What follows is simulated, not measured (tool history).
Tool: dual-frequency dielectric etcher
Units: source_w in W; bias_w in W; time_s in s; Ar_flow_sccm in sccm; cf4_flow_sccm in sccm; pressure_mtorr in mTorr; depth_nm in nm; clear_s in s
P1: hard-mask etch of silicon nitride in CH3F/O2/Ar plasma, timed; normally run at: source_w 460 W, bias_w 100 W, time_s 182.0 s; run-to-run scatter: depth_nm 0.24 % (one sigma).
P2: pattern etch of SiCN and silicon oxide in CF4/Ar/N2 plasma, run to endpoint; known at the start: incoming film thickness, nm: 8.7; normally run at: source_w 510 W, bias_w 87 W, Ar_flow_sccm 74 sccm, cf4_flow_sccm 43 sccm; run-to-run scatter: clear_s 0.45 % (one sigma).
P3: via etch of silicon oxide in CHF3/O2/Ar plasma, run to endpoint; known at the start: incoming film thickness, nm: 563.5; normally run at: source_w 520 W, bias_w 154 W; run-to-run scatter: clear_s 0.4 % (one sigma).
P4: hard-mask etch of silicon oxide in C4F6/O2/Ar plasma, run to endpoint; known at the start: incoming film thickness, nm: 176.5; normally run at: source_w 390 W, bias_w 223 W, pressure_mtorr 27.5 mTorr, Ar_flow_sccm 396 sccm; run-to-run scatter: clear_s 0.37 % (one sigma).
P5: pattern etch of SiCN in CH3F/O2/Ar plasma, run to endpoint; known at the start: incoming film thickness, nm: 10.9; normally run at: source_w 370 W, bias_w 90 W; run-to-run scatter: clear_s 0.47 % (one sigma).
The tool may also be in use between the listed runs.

| run | hour | process | source_w | bias_w | time_s | Ar_flow_sccm | cf4_flow_sccm | pressure_mtorr | hours since the last wet clean | hours since the last source power generator calibration | hours since the last bias power generator calibration | depth_nm | clear_s |
|---|---|---|---|---|---|---|---|---|---|---|---|---|---|
| 1 | 4.2 | P1 | 460 | 100 | 182.0 |  |  |  | 177.4 | 2391.1 | 965.8 | 146.110 |  |
| 2 | 11.7 | P2 | 630 | 87 |  | 74 | 43 |  | 184.9 | 2398.6 | 973.3 |  | 7.1889 |
| 3 | 16.0 | P1 | 460 | 100 | 271.0 |  |  |  | 189.2 | 2402.9 | 977.6 | 218.080 |  |
| 4 | 21.8 | P2 | 510 | 87 |  | 74 | 43 |  | 195.0 | 2408.7 | 983.4 |  | 8.6074 |
| 5 | 27.0 | P3 | 520 | 154 |  |  |  |  | 200.2 | 2413.9 | 988.6 |  | 320.0900 |
| 6 | 31.4 | P1 | 460 | 100 | 182.0 |  |  |  | 204.6 | 2418.3 | 993.0 | 145.980 |  |
| 7 | 39.2 | P5 | 370 | 120 |  |  |  |  | 212.4 | 2426.1 | 1000.8 |  | 24.5940 |
| 8 | 45.8 | P2 | 510 | 87 |  | 74 | 43 |  | 219.0 | 2432.7 | 1007.4 |  | 8.6174 |
| 9 | 52.7 | P4 | 390 | 223 |  | 396 |  | 32.5 | 225.9 | 2439.6 | 1014.3 |  | 52.7060 |
| 10 | 60.1 | P2 | 510 | 51 |  | 74 | 43 |  | 233.3 | 2447.0 | 1021.7 |  | 10.3680 |
| 11 | 65.6 | P1 | 290 | 118 | 182.0 |  |  |  | 238.8 | 2452.5 | 1027.2 | 130.830 |  |
| 12 | 73.0 | P1 | 460 | 100 | 182.0 |  |  |  | 246.2 | 2459.9 | 1034.6 | 145.960 |  |
| 13 | 77.5 | P4 | 390 | 150 |  | 396 |  | 27.5 | 250.7 | 2464.4 | 1039.1 |  | 58.9680 |
| 14 | 83.5 | P4 | 390 | 223 |  | 396 |  | 27.5 | 256.7 | 2470.4 | 1045.1 |  | 51.4420 |
| 15 | 87.6 | P5 | 370 | 90 |  |  |  |  | 260.8 | 2474.5 | 1049.2 |  | 27.8070 |
| 16 | 94.2 | P2 | 510 | 87 |  | 102 | 43 |  | 267.4 | 2481.1 | 1055.8 |  | 9.1008 |
| 17 | 97.9 | P1 | 460 | 100 | 182.0 |  |  |  | 271.1 | 2484.8 | 1059.5 | 145.490 |  |
| 18 | 101.4 | P1 | 460 | 118 | 103.5 |  |  |  | 274.6 | 2488.3 | 1063.0 | 88.137 |  |
| 19 | 108.6 | P1 | 660 | 100 | 182.0 |  |  |  | 281.8 | 2495.5 | 1070.2 | 166.550 |  |
| 20 | 114.3 | P1 | 460 | 100 | 182.0 |  |  |  | 287.5 | 2501.2 | 1075.9 | 145.710 |  |
| 21 | 119.3 | P4 | 550 | 223 |  | 396 |  | 27.5 | 292.5 | 2506.2 | 1080.9 |  | 45.2800 |
| 22 | 122.9 | P2 | 510 | 87 |  | 74 | 35 |  | 296.1 | 2509.8 | 1084.5 |  | 8.8650 |
| 23 | 128.4 | P3 | 520 | 218 |  |  |  |  | 301.6 | 2515.3 | 1090.0 |  | 282.9800 |
| 24 | 135.3 | P4 | 390 | 223 |  | 304 |  | 27.5 | 308.5 | 2522.2 | 1096.9 |  | 50.0060 |
| 25 | 141.4 | P4 | 390 | 223 |  | 396 |  | 27.5 | 314.6 | 2528.3 | 1103.0 |  | 51.5280 |
| 26 | 146.0 | P1 | 460 | 100 | 111.5 |  |  |  | 319.2 | 2532.9 | 1107.6 | 89.428 |  |
| 27 | 153.5 | P3 | 700 | 154 |  |  |  |  | 326.7 | 2540.4 | 1115.1 |  | 284.7100 |
| 28 | 160.3 | P1 | 350 | 100 | 135.0 |  |  |  | 333.5 | 2547.2 | 1121.9 | 98.183 |  |
| 29 | 166.6 | P1 | 460 | 60 | 182.0 |  |  |  | 339.8 | 2553.5 | 1128.2 | 122.210 |  |
| 30 | 172.5 | P5 | 450 | 90 |  |  |  |  | 345.7 | 2559.4 | 1134.1 |  | 25.7500 |
| 31 | 179.0 | P1 | 330 | 100 | 182.0 |  |  |  | 352.2 | 2565.9 | 1140.6 | 129.270 |  |
| 32 | 185.0 | P1 | 460 | 119 | 182.0 |  |  |  | 358.2 | 2571.9 | 1146.6 | 155.750 |  |
| 33 | 188.6 | P1 | 460 | 100 | 182.0 |  |  |  | 361.8 | 2575.5 | 1150.2 | 146.200 |  |
| 34 | 194.4 | P1 | 460 | 100 | 182.0 |  |  |  | 367.6 | 2581.3 | 1156.0 | 145.080 |  |
| 35 | 199.8 | P1 | 460 | 100 | 182.0 |  |  |  | 373.0 | 2586.7 | 1161.4 | 144.760 |  |
| 36 | 204.2 | P1 | 460 | 100 | 182.0 |  |  |  | 377.4 | 2591.1 | 1165.8 | 144.350 |  |
| 37 | 211.3 | P1 | 460 | 100 | 182.0 |  |  |  | 384.5 | 2598.2 | 1172.9 | 143.970 |  |
| 38 | 218.5 | P1 | 460 | 100 | 182.0 |  |  |  | 391.7 | 2605.4 | 1180.1 | 143.540 |  |
| 39 | 222.6 | P1 | 460 | 100 | 182.0 |  |  |  | 395.8 | 2609.5 | 1184.2 | 144.230 |  |
| 40 | 226.4 | P1 | 460 | 100 | 182.0 |  |  |  | 399.6 | 2613.3 | 1188.0 | 143.460 |  |
|  | 230.3 | wet clean of the chamber |
| 41 | 231.6 | P1 | 460 | 100 | 182.0 |  |  |  | 1.4 | 2618.5 | 1193.2 | 143.600 |  |
| 42 | 236.4 | P1 | 460 | 100 | 182.0 |  |  |  | 6.2 | 2623.3 | 1198.0 | 143.630 |  |
| 43 | 239.9 | P1 | 460 | 100 | 182.0 |  |  |  | 9.7 | 2626.8 | 1201.5 | 143.800 |  |
| 44 | 246.0 | P1 | 460 | 100 | 182.0 |  |  |  | 15.8 | 2632.9 | 1207.6 | 143.670 |  |

What P1 gives has crept away from where it was. These 2 causes fit the log equally well, each at the size given:
A: bias power that arrives under what is set, % = 4.29
B: source power that arrives under what is set, % = 4.18
The creep began at about hour 188.6.
Why every other cause is out:
chamber walls in a state that lowers the etch rate, %: serviced at hour 230.3, which brought nothing back

4 check runs are offered, each on 2 wafers whose results are averaged, their results left as question marks. Which one tells the causes apart?
| check 1 | 252.1 | P4 | 500 | 159 |  | 396 |  | 27.5 |  |  |  |  | ? |
| check 2 | 252.1 | P3 | 700 | 192 |  |  |  |  |  |  |  |  | ? |
| check 3 | 252.1 | P5 | 420 | 105 |  |  |  |  |  |  |  |  | ? |
| check 4 | 252.1 | P2 | 510 | 54 |  | 85 | 43 |  |  |  |  |  | ? |

What each check would give under each cause:
| check | result | if A | if B |
|---|---|---|---|
| check 1 | clear_s | 52.7970 | 52.9910 |
| check 2 | clear_s | 269.3100 | 269.7400 |
| check 3 | clear_s | 25.2870 | 25.2650 |
| check 4 | clear_s | 10.5540 | 10.8040 |
How far apart the two closest causes lie, in the result that separates them most: check 1 0.37 %; check 2 0.16 %; check 3 0.09 %; check 4 2.34 %
Check 4 tells the causes apart: in the others they would give nearly the same result.

Check 4 was then run and gave: clear_s 10.5410 s. Which cause is it?

It is A: bias power that arrives under what is set, %.

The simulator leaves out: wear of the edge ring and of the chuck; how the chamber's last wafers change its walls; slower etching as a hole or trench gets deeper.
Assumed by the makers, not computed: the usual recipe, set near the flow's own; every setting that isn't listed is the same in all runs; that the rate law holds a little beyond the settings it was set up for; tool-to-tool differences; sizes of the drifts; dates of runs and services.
